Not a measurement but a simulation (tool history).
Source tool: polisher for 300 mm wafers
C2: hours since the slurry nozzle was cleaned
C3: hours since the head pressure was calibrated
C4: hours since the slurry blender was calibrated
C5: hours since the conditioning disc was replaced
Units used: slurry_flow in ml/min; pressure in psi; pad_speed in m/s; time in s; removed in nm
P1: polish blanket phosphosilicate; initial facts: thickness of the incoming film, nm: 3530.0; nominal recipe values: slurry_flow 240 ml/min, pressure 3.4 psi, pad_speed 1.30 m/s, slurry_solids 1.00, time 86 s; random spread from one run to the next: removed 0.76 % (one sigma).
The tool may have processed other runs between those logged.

{"run": 1, "hour": 8.5, "slurry_flow": 240, "pressure": 3.4, "pad_speed": 1.3, "slurry_solids": 1.0, "time": 86, "wafers polished on this pad": 577, "C2": 191.3, "C3": 536.4, "C4": 222.6, "C5": 325.5, "removed": 975.17}
{"run": 2, "hour": 17.4, "slurry_flow": 240, "pressure": 3.4, "pad_speed": 1.3, "slurry_solids": 0.5, "time": 86, "wafers polished on this pad": 691, "C2": 200.2, "C3": 545.3, "C4": 231.5, "C5": 334.4, "removed": 661.44}
{"run": 3, "hour": 24.8, "slurry_flow": 240, "pressure": 3.4, "pad_speed": 1.3, "slurry_solids": 1.0, "time": 86, "wafers polished on this pad": 785, "C2": 207.6, "C3": 552.7, "C4": 238.9, "C5": 341.8, "removed": 961.28}
{"run": 4, "hour": 31.8, "slurry_flow": 240, "pressure": 2.6, "pad_speed": 1.3, "slurry_solids": 0.8, "time": 86, "wafers polished on this pad": 874, "C2": 214.6, "C3": 559.7, "C4": 245.9, "C5": 348.8, "removed": 663.2}
{"run": 5, "hour": 37.3, "slurry_flow": 240, "pressure": 4.9, "pad_speed": 1.3, "slurry_solids": 1.0, "time": 86, "wafers polished on this pad": 944, "C2": 220.1, "C3": 565.2, "C4": 251.4, "C5": 354.3, "removed": 1390.8}
{"run": 6, "hour": 45.3, "slurry_flow": 240, "pressure": 3.4, "pad_speed": 0.58, "slurry_solids": 1.0, "time": 86, "wafers polished on this pad": 1045, "C2": 228.1, "C3": 573.2, "C4": 259.4, "C5": 362.3, "removed": 503.64}
{"hour": 50.5, "done": "slurry blender recalibrated"}
{"run": 7, "hour": 51.8, "slurry_flow": 240, "pressure": 1.9, "pad_speed": 1.3, "slurry_solids": 1.0, "time": 86, "wafers polished on this pad": 1128, "C2": 234.6, "C3": 579.7, "C4": 1.4, "C5": 368.8, "removed": 537.36}
{"run": 8, "hour": 57.8, "slurry_flow": 240, "pressure": 3.4, "pad_speed": 1.3, "slurry_solids": 1.35, "time": 86, "wafers polished on this pad": 1204, "C2": 240.6, "C3": 585.7, "C4": 7.4, "C5": 374.8, "removed": 1088.8}
{"run": 9, "hour": 64.4, "slurry_flow": 335, "pressure": 3.4, "pad_speed": 1.3, "slurry_solids": 1.0, "time": 86, "wafers polished on this pad": 1288, "C2": 247.2, "C3": 592.3, "C4": 14.0, "C5": 381.4, "removed": 1000.0}
{"hour": 67.7, "done": "head pressure recalibrated"}
{"run": 10, "hour": 71.4, "slurry_flow": 240, "pressure": 3.4, "pad_speed": 1.3, "slurry_solids": 1.0, "time": 86, "wafers polished on this pad": 1377, "C2": 254.2, "C3": 3.8, "C4": 21.0, "C5": 388.4, "removed": 965.91}
{"run": 11, "hour": 81.1, "slurry_flow": 240, "pressure": 3.4, "pad_speed": 1.88, "slurry_solids": 1.0, "time": 86, "wafers polished on this pad": 1500, "C2": 263.9, "C3": 13.5, "C4": 30.7, "C5": 398.1, "removed": 1295.9}
{"run": 12, "hour": 90.6, "slurry_flow": 240, "pressure": 3.4, "pad_speed": 1.3, "slurry_solids": 1.0, "time": 52, "wafers polished on this pad": 1621, "C2": 273.4, "C3": 23.0, "C4": 40.2, "C5": 407.6, "removed": 590.06}
{"run": 13, "hour": 100.7, "slurry_flow": 240, "pressure": 3.4, "pad_speed": 1.3, "slurry_solids": 1.0, "time": 86, "wafers polished on this pad": 1749, "C2": 283.5, "C3": 33.1, "C4": 50.3, "C5": 417.7, "removed": 963.07}
{"run": 14, "hour": 106.0, "slurry_flow": 145, "pressure": 3.4, "pad_speed": 1.3, "slurry_solids": 1.0, "time": 86, "wafers polished on this pad": 1817, "C2": 288.8, "C3": 38.4, "C4": 55.6, "C5": 423.0, "removed": 892.99}
{"run": 15, "hour": 113.4, "slurry_flow": 240, "pressure": 3.4, "pad_speed": 1.3, "slurry_solids": 1.0, "time": 128, "wafers polished on this pad": 1911, "C2": 296.2, "C3": 45.8, "C4": 63.0, "C5": 430.4, "removed": 1433.9}
{"run": 16, "hour": 118.6, "slurry_flow": 240, "pressure": 3.4, "pad_speed": 1.3, "slurry_solids": 1.0, "time": 86, "wafers polished on this pad": 1977, "C2": 301.4, "C3": 51.0, "C4": 68.2, "C5": 435.6, "removed": 969.97}
{"run": 17, "hour": 127.6, "slurry_flow": 240, "pressure": 3.4, "pad_speed": 1.3, "slurry_solids": 1.0, "time": 86, "wafers polished on this pad": 2091, "C2": 310.4, "C3": 60.0, "C4": 77.2, "C5": 444.6, "removed": 950.34}
{"run": 18, "hour": 136.3, "slurry_flow": 240, "pressure": 3.4, "pad_speed": 1.3, "slurry_solids": 1.0, "time": 86, "wafers polished on this pad": 2202, "C2": 319.1, "C3": 68.7, "C4": 85.9, "C5": 453.3, "removed": 924.56}
{"run": 19, "hour": 142.5, "slurry_flow": 240, "pressure": 3.4, "pad_speed": 1.3, "slurry_solids": 1.0, "time": 86, "wafers polished on this pad": 2281, "C2": 325.3, "C3": 74.9, "C4": 92.1, "C5": 459.5, "removed": 905.6}
{"run": 20, "hour": 151.5, "slurry_flow": 240, "pressure": 3.4, "pad_speed": 1.3, "slurry_solids": 1.0, "time": 86, "wafers polished on this pad": 2395, "C2": 334.3, "C3": 83.9, "C4": 101.1, "C5": 468.5, "removed": 890.35}
{"hour": 158.0, "done": "conditioning disc replaced and pad reconditioned"}
{"run": 21, "hour": 161.1, "slurry_flow": 240, "pressure": 3.4, "pad_speed": 1.3, "slurry_solids": 1.0, "time": 86, "wafers polished on this pad": 2517, "C2": 343.9, "C3": 93.5, "C4": 110.7, "C5": 3.2, "removed": 903.37}
{"hour": 163.6, "done": "slurry nozzle cleaned"}
{"run": 22, "hour": 168.4, "slurry_flow": 240, "pressure": 3.4, "pad_speed": 1.3, "slurry_solids": 1.0, "time": 86, "wafers polished on this pad": 2610, "C2": 4.9, "C3": 100.8, "C4": 118.0, "C5": 10.5, "removed": 885.88}
{"hour": 173.6, "done": "worn pad replaced by a new one"}
{"run": 23, "hour": 177.8, "slurry_flow": 240, "pressure": 3.4, "pad_speed": 1.3, "slurry_solids": 1.0, "time": 86, "wafers polished on this pad": 53, "C2": 14.3, "C3": 110.2, "C4": 127.4, "C5": 19.9, "removed": 870.52}
{"run": 24, "hour": 184.7, "slurry_flow": 240, "pressure": 3.4, "pad_speed": 1.3, "slurry_solids": 1.0, "time": 86, "wafers polished on this pad": 141, "C2": 21.2, "C3": 117.1, "C4": 134.3, "C5": 26.8, "removed": 876.6}
{"run": 25, "hour": 193.6, "slurry_flow": 240, "pressure": 3.4, "pad_speed": 1.3, "slurry_solids": 1.0, "time": 86, "wafers polished on this pad": 254, "C2": 30.1, "C3": 126.0, "C4": 143.2, "C5": 35.7, "removed": 880.91}
{"run": 26, "hour": 203.0, "slurry_flow": 240, "pressure": 3.4, "pad_speed": 1.3, "slurry_solids": 1.0, "time": 86, "wafers polished on this pad": 373, "C2": 39.5, "C3": 135.4, "C4": 152.6, "C5": 45.1, "removed": 868.55}
{"run": 27, "hour": 211.0, "slurry_flow": 240, "pressure": 3.4, "pad_speed": 1.3, "slurry_solids": 1.0, "time": 86, "wafers polished on this pad": 475, "C2": 47.5, "C3": 143.4, "C4": 160.6, "C5": 53.1, "removed": 862.37}

Compared with where it was, what P1 gives has crept away. Each cause listed below fits the log as well as the rest, at the size given for it:
A: abrasive missing from the slurry, % = 19.7
B: head's pressure below its setpoint, % = 10
The process output started creeping at around hour 127.6.
What rules out each remaining cause:
removal rate lost through wear of the pad, %: its service at hour 173.6 followed the start of the drift and did not put the process back to its old value
slurry flow missing at the pad, %: its service at hour 163.6 followed the start of the drift and did not put the process back to its old value
time polished since the conditioner stopped cutting, s: its service at hour 158.0 followed the start of the drift and did not put the process back to its old value

4 check runs are offered, each on 3 wafers whose results are averaged, their results left as question marks. Which one tells the causes apart?
{"run": "check 1", "hour": 219.0, "slurry_flow": 240, "pressure": 3.4, "pad_speed": 1.3, "slurry_solids": 0.55, "time": 86, "removed": "?"}
{"run": "check 2", "hour": 219.0, "slurry_flow": 145, "pressure": 3.4, "pad_speed": 0.6, "slurry_solids": 1.0, "time": 86, "removed": "?"}
{"run": "check 3", "hour": 219.0, "slurry_flow": 330, "pressure": 4.8, "pad_speed": 1.3, "slurry_solids": 1.0, "time": 86, "removed": "?"}
{"run": "check 4", "hour": 219.0, "slurry_flow": 240, "pressure": 3.4, "pad_speed": 0.6, "slurry_solids": 1.0, "time": 86, "removed": "?"}

How each check would come out, cause by cause:
check=check_1 result=removed if_A=613.86 if_B=634.12
check=check_2 result=removed if_A=436.15 if_B=436.30
check=check_3 result=removed if_A=1265.70 if_B=1266.20
check=check_4 result=removed if_A=468.49 if_B=468.66
Gap, in per cent, between the two causes that each check separates least, read from the result that separates them most: check 1 3.25 %; check 2 0.04 %; check 3 0.04 %; check 4 0.04 %
Of the check runs offered, only check 1 discriminates between the causes; the rest would read about the same regardless of which cause applies.

Check 1 was carried out, with these results: removed 636.88 nm. Which of the listed causes is responsible?

The correct cause is B, namely: head's pressure below its setpoint, %.
